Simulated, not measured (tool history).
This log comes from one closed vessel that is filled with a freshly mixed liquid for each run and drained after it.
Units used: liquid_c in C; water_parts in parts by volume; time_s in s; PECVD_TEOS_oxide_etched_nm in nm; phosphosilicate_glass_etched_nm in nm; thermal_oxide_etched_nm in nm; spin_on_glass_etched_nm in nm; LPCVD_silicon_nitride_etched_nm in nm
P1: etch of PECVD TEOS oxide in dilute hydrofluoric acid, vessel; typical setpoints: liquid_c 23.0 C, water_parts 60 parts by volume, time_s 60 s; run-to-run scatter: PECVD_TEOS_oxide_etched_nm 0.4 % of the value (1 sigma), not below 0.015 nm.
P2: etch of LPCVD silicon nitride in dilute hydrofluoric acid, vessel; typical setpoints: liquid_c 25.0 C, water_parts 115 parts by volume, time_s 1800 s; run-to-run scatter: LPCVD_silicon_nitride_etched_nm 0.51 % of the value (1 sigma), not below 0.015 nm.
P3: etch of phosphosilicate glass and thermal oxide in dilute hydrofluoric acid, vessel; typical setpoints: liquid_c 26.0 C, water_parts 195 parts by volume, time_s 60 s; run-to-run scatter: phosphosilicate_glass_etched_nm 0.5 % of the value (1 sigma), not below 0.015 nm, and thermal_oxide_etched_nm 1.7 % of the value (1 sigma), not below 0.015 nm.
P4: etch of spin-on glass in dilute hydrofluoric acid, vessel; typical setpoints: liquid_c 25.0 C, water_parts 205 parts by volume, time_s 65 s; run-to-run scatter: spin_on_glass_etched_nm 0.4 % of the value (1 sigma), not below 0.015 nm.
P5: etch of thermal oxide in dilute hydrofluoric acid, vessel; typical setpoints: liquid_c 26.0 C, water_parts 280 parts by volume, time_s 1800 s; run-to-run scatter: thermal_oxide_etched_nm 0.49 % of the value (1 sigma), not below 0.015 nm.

run,hour,process,liquid_c,water_parts,time_s,PECVD_TEOS_oxide_etched_nm,phosphosilicate_glass_etched_nm,thermal_oxide_etched_nm,spin_on_glass_etched_nm,LPCVD_silicon_nitride_etched_nm
1,9.4,P1,23.0,60,60,15.666,,,,
2,15.2,P3,18.0,195,60,,26.787,1.10640,,
3,23.2,P1,23.0,60,60,15.621,,,,
4,31.0,P5,26.0,280,2825,,,41.44900,,
5,38.0,P1,23.0,60,60,15.735,,,,
6,47.0,P4,25.0,205,65,,,,10.799,
7,57.0,P1,23.0,60,115,29.968,,,,
8,62.4,P1,18.5,60,60,12.994,,,,
9,68.6,P1,23.0,60,60,15.590,,,,
10,76.3,P3,26.0,45,60,,189.330,7.53040,,
11,85.7,P1,23.0,60,60,15.598,,,,
12,96.9,P5,19.5,280,1800,,,20.74000,,
13,104.4,P1,23.0,35,30,13.741,,,,
14,115.0,P1,23.0,60,60,15.645,,,,
15,123.0,P1,23.0,20,85,70.092,,,,
16,131.6,P2,17.5,115,1800,,,,,5.32710
17,136.6,P1,17.0,30,60,24.982,,,,
18,142.8,P5,26.0,280,1800,,,26.17800,,
19,151.6,P3,26.0,195,30,,17.949,0.72134,,
20,162.8,P2,25.0,115,1800,,,,,8.84010
21,168.9,P2,25.0,115,30,,,,,0.14523
22,179.5,P1,23.0,60,30,7.809,,,,

Run 23 has not been measured yet. What should we expect?
23,187.9,P1,23.0,80,60,?,,,,

{"run 23": {"PECVD_TEOS_oxide_etched_nm": 11.394}}
